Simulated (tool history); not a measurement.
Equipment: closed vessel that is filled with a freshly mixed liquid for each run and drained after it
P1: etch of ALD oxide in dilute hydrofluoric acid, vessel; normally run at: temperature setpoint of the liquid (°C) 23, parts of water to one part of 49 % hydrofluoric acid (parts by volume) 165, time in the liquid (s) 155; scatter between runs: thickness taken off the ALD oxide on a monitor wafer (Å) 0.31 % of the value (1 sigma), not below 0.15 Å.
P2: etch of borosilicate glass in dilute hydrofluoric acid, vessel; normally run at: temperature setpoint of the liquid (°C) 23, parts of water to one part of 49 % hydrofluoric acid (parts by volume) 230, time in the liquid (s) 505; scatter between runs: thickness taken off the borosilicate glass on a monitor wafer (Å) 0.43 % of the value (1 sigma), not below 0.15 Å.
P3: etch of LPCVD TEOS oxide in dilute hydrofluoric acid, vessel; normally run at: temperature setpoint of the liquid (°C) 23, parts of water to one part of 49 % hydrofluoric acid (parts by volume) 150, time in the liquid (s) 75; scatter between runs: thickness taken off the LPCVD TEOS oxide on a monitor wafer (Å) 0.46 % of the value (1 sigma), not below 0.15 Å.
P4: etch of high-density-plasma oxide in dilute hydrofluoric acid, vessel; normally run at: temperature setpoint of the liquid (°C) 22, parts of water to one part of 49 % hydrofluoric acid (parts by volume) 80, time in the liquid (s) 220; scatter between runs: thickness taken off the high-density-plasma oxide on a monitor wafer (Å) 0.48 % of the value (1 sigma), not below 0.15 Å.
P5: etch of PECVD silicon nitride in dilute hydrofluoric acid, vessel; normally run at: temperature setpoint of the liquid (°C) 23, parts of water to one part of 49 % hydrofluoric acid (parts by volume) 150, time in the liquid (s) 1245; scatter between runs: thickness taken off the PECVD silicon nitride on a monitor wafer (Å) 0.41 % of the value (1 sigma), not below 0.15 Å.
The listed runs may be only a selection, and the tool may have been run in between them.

run	hour	process that ran	temperature setpoint of the liquid (°C)	parts of water to one part of 49 % hydrofluoric acid (parts by volume)	time in the liquid (s)	hours since the thermometer was replaced	hours since the hydrofluoric acid flow meter was replaced	thickness taken off the ALD oxide on a monitor wafer (Å)	thickness taken off the borosilicate glass on a monitor wafer (Å)	thickness taken off the high-density-plasma oxide on a monitor wafer (Å)	thickness taken off the PECVD silicon nitride on a monitor wafer (Å)	thickness taken off the LPCVD TEOS oxide on a monitor wafer (Å)
1	6.6	P1	23	165	155	1084.7	1226.9	93.401				
2	12.3	P2	23	340	505	1090.4	1232.6		298.5			
3	17.1	P1	23	165	230	1095.2	1237.4	138.35				
4	26.9	P1	23	165	155	1105	1247.2	93.439				
5	36.5	P1	23	280	155	1114.6	1256.8	48.886				
6	42.7	P4	22	80	220	1120.8	1263			159.67		
7	51.4	P5	23	150	2045	1129.5	1271.7				525.65	
8	58.1	P1	23	165	30	1136.2	1278.4	18.175				
9	67.1	P4	22	135	220	1145.2	1287.4			88.592		
10	72.3	P1	23	165	155	1150.4	1292.6	93.134				
11	81	P2	18	230	505	1159.1	1301.3		411.94			
12	85.4	P1	23	165	155	1163.5	1305.7	92.771				
13	95.2	P5	23	235	1245	1173.3	1315.5				206.79	
14	103.3	P4	17	80	220	1181.4	1323.6			130.12		
15	108.6	P3	23	265	75	1186.7	1328.9					49.089
16	116.7	P1	23	95	305	1194.8	1337	344.72				
17	121.4	P4	22	80	405	1199.5	1341.7			292.13		
18	127	P2	23	230	505	1205.1	1347.3		495.23			
19	133	P3	29	150	75	1211.1	1353.3					122.57
20	139.2	P1	23	165	155	1217.3	1359.5	92.941				
21	145.2	P3	23	150	30	1223.3	1365.5					38.924
22	149.7	P1	23	85	30	1227.8	1370	38.684				
23	158.3	P2	23	230	960	1236.4	1378.6		937.51			
24	166	P1	17	165	155	1244.1	1386.3	73.558				
25	170.7	P1	23	105	290	1248.8	1391	291.7				
26	177.1	P3	23	150	75	1255.2	1397.4					98.381
27	181.9	P5	23	150	1245	1260	1402.2				321.81	
28	187.3	P4	22	80	220	1265.4	1407.6			159.75		
29	192.1	P1	29.5	165	155	1270.2	1412.4	118.81				
30	200.2	P1	23	165	155	1278.3	1420.5	93.223				
31	209.7	P1	23	80	155	1287.8	1430	211.51				

What will run 32 give?
32	214.8	P5	18	150	1245	1292.9	1435.1				?	

{"run 32": {"thickness taken off the PECVD silicon nitride on a monitor wafer (Å)": 231.17}}

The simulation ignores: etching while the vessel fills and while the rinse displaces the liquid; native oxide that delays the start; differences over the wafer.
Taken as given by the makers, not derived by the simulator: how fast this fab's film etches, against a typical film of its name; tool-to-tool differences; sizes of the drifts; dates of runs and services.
